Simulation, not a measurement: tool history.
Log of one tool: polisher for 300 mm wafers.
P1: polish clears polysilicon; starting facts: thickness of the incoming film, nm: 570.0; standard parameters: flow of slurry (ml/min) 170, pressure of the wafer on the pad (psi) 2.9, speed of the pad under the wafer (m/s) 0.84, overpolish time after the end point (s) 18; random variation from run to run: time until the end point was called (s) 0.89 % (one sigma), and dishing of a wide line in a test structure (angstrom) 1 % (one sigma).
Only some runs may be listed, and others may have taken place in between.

run,hour,flow of slurry (ml/min),pressure of the wafer on the pad (psi),speed of the pad under the wafer (m/s),overpolish time after the end point (s),time until the end point was called (s),dishing of a wide line in a test structure (angstrom)
1,9.2,170,2.9,0.84,18,51.455,616.18
2,21.3,170,1.3,0.84,18,115.85,478.47
3,35.8,170,2.9,0.84,18,50.798,612.76
4,47.5,170,2.9,1.2,18,36.703,639.38
5,58.6,170,4.3,0.84,18,34.547,643.8
6,70.8,170,2.9,0.84,18,51.647,620.39
7,86,170,2.9,0.84,18,51.202,620.1
8,97.3,170,2.9,0.54,18,78.948,551.65
9,108.9,170,2.9,0.84,33,51.208,637.71
10,118.7,100,4.2,0.84,18,39.085,630.27
11,129.8,220,2.9,0.84,18,48.799,615.26
12,144.1,170,2.9,0.84,6,52.451,417.66
13,158,170,2.9,0.84,18,51.102,613.98
14,173,100,2.9,0.84,18,56.675,620.37
15,188.3,170,2.9,0.84,18,51.93,618.79
16,202.8,170,2.9,0.84,18,54.173,608.04
17,217.7,170,2.9,0.84,18,55.122,608.7
18,224.8,170,2.9,0.84,18,55.557,606.14
19,234.3,170,2.9,0.84,18,57.03,610.22
# hour 236.7: head pressure recalibrated
20,241.6,170,2.9,0.84,18,55.6,613.3
21,249.3,170,2.9,0.84,18,56.328,603.7
22,262.3,170,2.9,0.84,18,56.624,605.06

What P1 gives has crept off from where it sat before. The 2 causes that follow fit the log equally well, each at the size noted:
A: slurry flow missing at the pad, % = 37.6
B: removal rate lost through wear of the pad, % = 8.79
Onset of the creep was near hour 188.3.
Ruled out, with reasons:
head's pressure below its setpoint, %: work on it at hour 236.7, done after the drift set in, did not restore what the process gave before

The list below offers 4 check runs, each averaging the results of 2 wafers, and shows each result as a question mark. For which of them would the listed causes give clearly different results?
check 1,275.3,170,2.3,0.84,33,?,?
check 2,275.3,170,2.9,1.02,26,?,?
check 3,275.3,100,2.9,0.84,18,?,?
check 4,275.3,170,2.9,0.84,7,?,?

What every check run would give for each of its results, assuming each possible cause in turn:
check,result,if A,if B
check 1,time until the end point was called (s),71.068,71.073
check 1,dishing of a wide line in a test structure (angstrom),635.66,635.65
check 2,time until the end point was called (s),46.417,46.421
check 2,dishing of a wide line in a test structure (angstrom),641.45,641.45
check 3,time until the end point was called (s),66.22,62.699
check 3,dishing of a wide line in a test structure (angstrom),589.24,596.46
check 4,time until the end point was called (s),56.364,56.368
check 4,dishing of a wide line in a test structure (angstrom),433.6,433.58
How far apart the two closest causes lie, in the result that separates them most: check 1 0.01 %; check 2 0.01 %; check 3 5.46 %; check 4 0.01 %
Of the check runs offered, only check 3 discriminates between the causes; the rest would read about the same regardless of which cause applies.

Check 3 was then run and gave: time until the end point was called (s) 66.217; dishing of a wide line in a test structure (angstrom) 594.86. Which cause is it?

The correct cause is A, namely: slurry flow missing at the pad, %.

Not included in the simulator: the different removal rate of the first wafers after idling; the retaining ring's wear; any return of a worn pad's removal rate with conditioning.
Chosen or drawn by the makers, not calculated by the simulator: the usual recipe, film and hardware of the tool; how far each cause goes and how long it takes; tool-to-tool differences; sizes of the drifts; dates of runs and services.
